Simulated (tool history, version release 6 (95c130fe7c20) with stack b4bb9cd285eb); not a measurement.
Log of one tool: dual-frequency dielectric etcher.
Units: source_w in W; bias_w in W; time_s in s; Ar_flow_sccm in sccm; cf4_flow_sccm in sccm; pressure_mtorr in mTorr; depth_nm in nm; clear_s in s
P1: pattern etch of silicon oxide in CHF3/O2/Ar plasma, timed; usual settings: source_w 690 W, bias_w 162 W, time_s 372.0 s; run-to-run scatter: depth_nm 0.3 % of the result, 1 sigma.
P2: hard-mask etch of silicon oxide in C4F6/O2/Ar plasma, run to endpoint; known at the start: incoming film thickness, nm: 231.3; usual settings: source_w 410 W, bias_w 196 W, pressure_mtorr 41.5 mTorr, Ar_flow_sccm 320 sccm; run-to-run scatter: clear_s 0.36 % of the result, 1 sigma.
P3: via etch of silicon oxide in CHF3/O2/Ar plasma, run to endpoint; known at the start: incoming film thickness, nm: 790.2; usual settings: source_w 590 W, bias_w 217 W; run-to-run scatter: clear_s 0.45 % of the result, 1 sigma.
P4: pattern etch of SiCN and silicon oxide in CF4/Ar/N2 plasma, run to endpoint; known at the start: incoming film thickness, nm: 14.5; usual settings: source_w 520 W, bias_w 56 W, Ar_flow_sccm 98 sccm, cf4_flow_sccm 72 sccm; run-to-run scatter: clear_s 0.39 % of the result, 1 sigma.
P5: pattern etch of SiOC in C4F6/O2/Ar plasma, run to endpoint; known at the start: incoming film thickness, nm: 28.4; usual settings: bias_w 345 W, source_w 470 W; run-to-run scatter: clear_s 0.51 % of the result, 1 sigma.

run   hour  process  source_w  bias_w  time_s  Ar_flow_sccm  cf4_flow_sccm  pressure_mtorr  hours since the last wet clean  hours since the last source power generator calibration  hours since the last bias power generator calibration  depth_nm   clear_s
  1   10.5       P1       690     162   372.0                                                                        418.4                                                   1514.4                                                 3395.0    751.39
  2   22.4       P5       470     460                                                                                430.3                                                   1526.3                                                 3406.9              9.3303
  3   38.4       P4       520      56                    98             57                                           446.3                                                   1542.3                                                 3422.9             16.8270
  4   53.6       P4       520      56                    98             72                                           461.5                                                   1557.5                                                 3438.1             16.3630
  5   71.2       P5       470     345                                                                                479.1                                                   1575.1                                                 3455.7             10.3450
  6   85.7       P1       690     162   204.5                                                                        493.6                                                   1589.6                                                 3470.2    415.05
  7  100.0       P2       410     145                   320                           41.5                           507.9                                                   1603.9                                                 3484.5             79.4160
  8  116.4       P2       410     196                   320                           25.0                           524.3                                                   1620.3                                                 3500.9             68.3790
  9  125.1       P3       590     280                                                                                533.0                                                   1629.0                                                 3509.6            350.6800
     130.2  -- bias power generator calibrated
 10  141.8       P2       410     196                   227                           41.5                           549.7                                                   1645.7                                                   11.6             69.6040
 11  160.9       P1       690     162   372.0                                                                        568.8                                                   1664.8                                                   30.7    753.47
 12  170.8       P4       640      56                    98             72                                           578.7                                                   1674.7                                                   40.6             13.5410
 13  187.3       P1       690     201   372.0                                                                        595.2                                                   1691.2                                                   57.1    808.15
 14  200.6       P5       590     345                                                                                608.5                                                   1704.5                                                   70.4              9.5229
 15  213.9       P4       520      56                    98             72                                           621.8                                                   1717.8                                                   83.7             16.3660
     216.2  -- wet clean of the chamber
 16  224.7       P1       690     162   508.0                                                                          8.5                                                   1728.6                                                   94.5   1029.10
 17  242.3       P3       360     217                                                                                 26.1                                                   1746.2                                                  112.1            461.5100
 18  252.3       P1       690     162   372.0                                                                         36.1                                                   1756.2                                                  122.1    752.55
 19  262.9       P1       900     162   372.0                                                                         46.7                                                   1766.8                                                  132.7    836.81
 20  280.1       P3       590     217                                                                                 63.9                                                   1784.0                                                  149.9            381.5400
 21  292.1       P1       690     162   372.0                                                                         75.9                                                   1796.0                                                  161.9    752.64
 22  308.7       P2       410     196                   320                           41.5                            92.5                                                   1812.6                                                  178.5             72.5290
 23  325.8       P1       830     217   372.0                                                                        109.6                                                   1829.7                                                  195.6    890.00
 24  341.1       P1       690     162   372.0                                                                        124.9                                                   1845.0                                                  210.9    754.37
 25  350.0       P4       520      56                    69             72                                           133.8                                                   1853.9                                                  219.8             15.5110
 26  363.9       P1       410     162   372.0                                                                        147.7                                                   1867.8                                                  233.7    617.69
 27  377.6       P4       520      72                    98             72                                           161.4                                                   1881.5                                                  247.4             14.9730
 28  393.3       P1       690     196   285.5                                                                        177.1                                                   1897.2                                                  263.1    612.81
 29  404.7       P2       250     196                   320                           41.5                           188.5                                                   1908.6                                                  274.5             87.7960
 30  413.0       P1       690     122   372.0                                                                        196.8                                                   1916.9                                                  282.8    684.03
 31  430.4       P1       830     119   372.0                                                                        214.2                                                   1934.3                                                  300.2    736.20
 32  447.6       P5       470     345                                                                                231.4                                                   1951.5                                                  317.4             10.4860
 33  463.9       P1       690     162   372.0                                                                        247.7                                                   1967.8                                                  333.7    752.53
 34  476.8       P1       690     162   372.0                                                                        260.6                                                   1980.7                                                  346.6    751.39
 35  494.9       P1       690     162   372.0                                                                        278.7                                                   1998.8                                                  364.7    760.65
 36  507.3       P1       690     162   372.0                                                                        291.1                                                   2011.2                                                  377.1    755.82
 37  520.3       P1       690     162   372.0                                                                        304.1                                                   2024.2                                                  390.1    763.42
 38  531.7       P1       690     162   372.0                                                                        315.5                                                   2035.6                                                  401.5    759.33
 39  540.7       P1       690     162   372.0                                                                        324.5                                                   2044.6                                                  410.5    761.51
 40  550.9       P1       690     162   372.0                                                                        334.7                                                   2054.8                                                  420.7    761.65
     552.2  -- wet clean of the chamber
 41  564.3       P1       690     162   372.0                                                                         12.2                                                   2068.2                                                  434.1    759.83
 42  578.8       P1       690     162   372.0                                                                         26.7                                                   2082.7                                                  448.6    766.97

What P1 gives has crept away from where it was. These 2 causes fit the log equally well, each at the size given:
A: source power that arrives over what is set, % = 3.96
B: bias power that arrives over what is set, % = 4.69
The creep began at about hour 476.8.
Why every other cause is out:
chamber walls in a state that raises the etch rate, %: serviced at hour 552.2, which brought nothing back

4 check runs are offered, each on 2 wafers whose results are averaged, their results left as question marks. Which one tells the causes apart?
check 1  593.3       P3       590     217                                                                                                                                                                                                                       ?
check 2  593.3       P4       520      56                    98             72                                                                                                                                                                                  ?
check 3  593.3       P2       410     196                   320                           41.5                                                                                                                                                                  ?
check 4  593.3       P5       470     345                                                                                                                                                                                                                       ?

What each check would give under each cause:
  check   result      if A      if B
check 1  clear_s  377.7800  377.2700
check 2  clear_s   15.7660   16.0880
check 3  clear_s   71.5630   71.5830
check 4  clear_s   10.2220   10.2080
How far apart the two closest causes lie, in the result that separates them most: check 1 0.14 %; check 2 2.02 %; check 3 0.03 %; check 4 0.14 %
Only check 2 tells the causes apart: in the others they would give nearly the same result.

Then check 2 was run and gave: clear_s 16.0480 s. Which cause is it?

It is B: bias power that arrives over what is set, %.
